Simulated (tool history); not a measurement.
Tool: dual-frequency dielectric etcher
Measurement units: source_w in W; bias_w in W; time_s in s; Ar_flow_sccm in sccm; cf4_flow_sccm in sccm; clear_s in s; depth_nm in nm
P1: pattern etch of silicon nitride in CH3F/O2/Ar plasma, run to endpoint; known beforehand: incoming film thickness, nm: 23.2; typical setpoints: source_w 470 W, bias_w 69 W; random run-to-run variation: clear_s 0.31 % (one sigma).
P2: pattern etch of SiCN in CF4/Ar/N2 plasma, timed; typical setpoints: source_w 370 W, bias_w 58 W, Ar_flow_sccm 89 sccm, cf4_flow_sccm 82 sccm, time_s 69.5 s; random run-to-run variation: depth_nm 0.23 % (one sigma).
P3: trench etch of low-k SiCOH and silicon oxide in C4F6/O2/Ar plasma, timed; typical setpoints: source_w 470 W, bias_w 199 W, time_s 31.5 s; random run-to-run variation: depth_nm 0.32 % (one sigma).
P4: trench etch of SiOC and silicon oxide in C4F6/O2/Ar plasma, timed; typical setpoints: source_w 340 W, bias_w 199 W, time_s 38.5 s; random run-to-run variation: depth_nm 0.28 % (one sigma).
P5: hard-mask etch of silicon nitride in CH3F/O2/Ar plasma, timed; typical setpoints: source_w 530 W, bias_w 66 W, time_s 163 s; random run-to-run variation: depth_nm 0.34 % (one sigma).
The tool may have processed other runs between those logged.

run	hour	process	source_w	bias_w	time_s	Ar_flow_sccm	cf4_flow_sccm	clear_s	depth_nm
1	6	P1	470	69				31.911	
2	13.2	P3	470	199	31.5				106.8
3	18.2	P1	330	51				40.489	
4	23.8	P4	340	162	38.5				69.2
5	30.9	P4	340	199	38.5				73.587
6	39.1	P1	600	69				29.16	
7	45	P5	530	66	163				124.69
8	51.3	P1	290	69				38.511	
9	55.3	P1	470	87				29.408	
10	61.9	P1	470	69				31.978	
11	65.8	P2	370	58	69.5	123	82		47.843
12	73.2	P1	560	87				27.727	
13	80.4	P1	470	69				31.752	
14	84.7	P4	340	199	38.5				74.473
15	90.5	P5	420	66	163				114.93
16	95.1	P5	530	66	163				125.59
17	101.3	P5	530	66	106				81.334
18	108.8	P2	270	58	69.5	89	82		37.836
# hour 110.4: source power generator calibrated
19	115.7	P1	470	54				34.586	
20	121.6	P3	470	199	31.5				106.59
21	129	P2	370	58	69.5	89	82		50.409
22	132.9	P3	470	199	19				64.687
23	138	P3	310	199	31.5				90.501
24	142.9	P2	370	58	42	89	82		30.416
25	150.5	P1	470	69				32.023	
26	155	P1	470	69				31.896	
27	162.5	P4	410	199	38.5				79.59
28	167.1	P3	470	129	31.5				93.388
29	170.8	P1	470	69				31.883	
30	176.1	P1	640	86				26.4	
31	183.7	P2	370	58	69.5	89	113		52.413
32	189.4	P2	370	58	69.5	89	82		50.576
33	196.6	P2	370	77	69.5	89	82		55.222
34	204.5	P4	340	199	53				101.67
35	212	P5	530	42	163				108.38
36	215.9	P1	470	69				31.921	
37	222.2	P1	470	69				32.145	
38	227.8	P1	470	69				32.301	
39	233.9	P1	470	69				32.463	
40	239.9	P1	470	69				32.404	
# hour 241.6: wet clean of the chamber
41	246.9	P1	470	69				32.586	
42	254.8	P1	470	69				32.556	
43	262.3	P1	470	69				32.43	
44	266.9	P1	470	69				32.573	
45	271.5	P1	470	69				32.468	
46	277.8	P1	470	69				32.499	

The output of P1 has drifted from where it used to be. Each of the 2 causes below, taken at the size shown beside it, accounts for the log equally well:
A: source power that arrives under what is set, % = 3.97
B: bias power that arrives under what is set, % = 4.53
The gradual shift began around hour 215.9.
Other possible causes, and why each is ruled out:
chamber walls in a state that lowers the etch rate, %: serviced at hour 241.6, after the change had begun; the process did not return to its earlier output

Question marks stand in for the results of the 4 check runs listed below, each run on one wafer. Under which run would the listed causes show clearly different results?
check 1	284.1	P5	530	66	163				?
check 2	284.1	P2	370	58	69.5	89	82		?
check 3	284.1	P3	470	199	31.5				?
check 4	284.1	P4	340	199	38.5				?

Predicted outcomes, by check and by cause:
check	result	if A	if B
check 1	depth_nm	123.29	123.34
check 2	depth_nm	48.52	49.553
check 3	depth_nm	104.92	105.03
check 4	depth_nm	72.892	72.93
How far apart the two closest causes lie, in the result that separates them most: check 1 0.04 %; check 2 2.11 %; check 3 0.1 %; check 4 0.05 %
The other checks would show nearly matching results whichever cause is true, so check 2 is the only one that separates the causes.

Check 2 has now been run. It gave: depth_nm 48.56 nm. Which of the candidate causes is it?

The cause is A: source power that arrives under what is set, %.

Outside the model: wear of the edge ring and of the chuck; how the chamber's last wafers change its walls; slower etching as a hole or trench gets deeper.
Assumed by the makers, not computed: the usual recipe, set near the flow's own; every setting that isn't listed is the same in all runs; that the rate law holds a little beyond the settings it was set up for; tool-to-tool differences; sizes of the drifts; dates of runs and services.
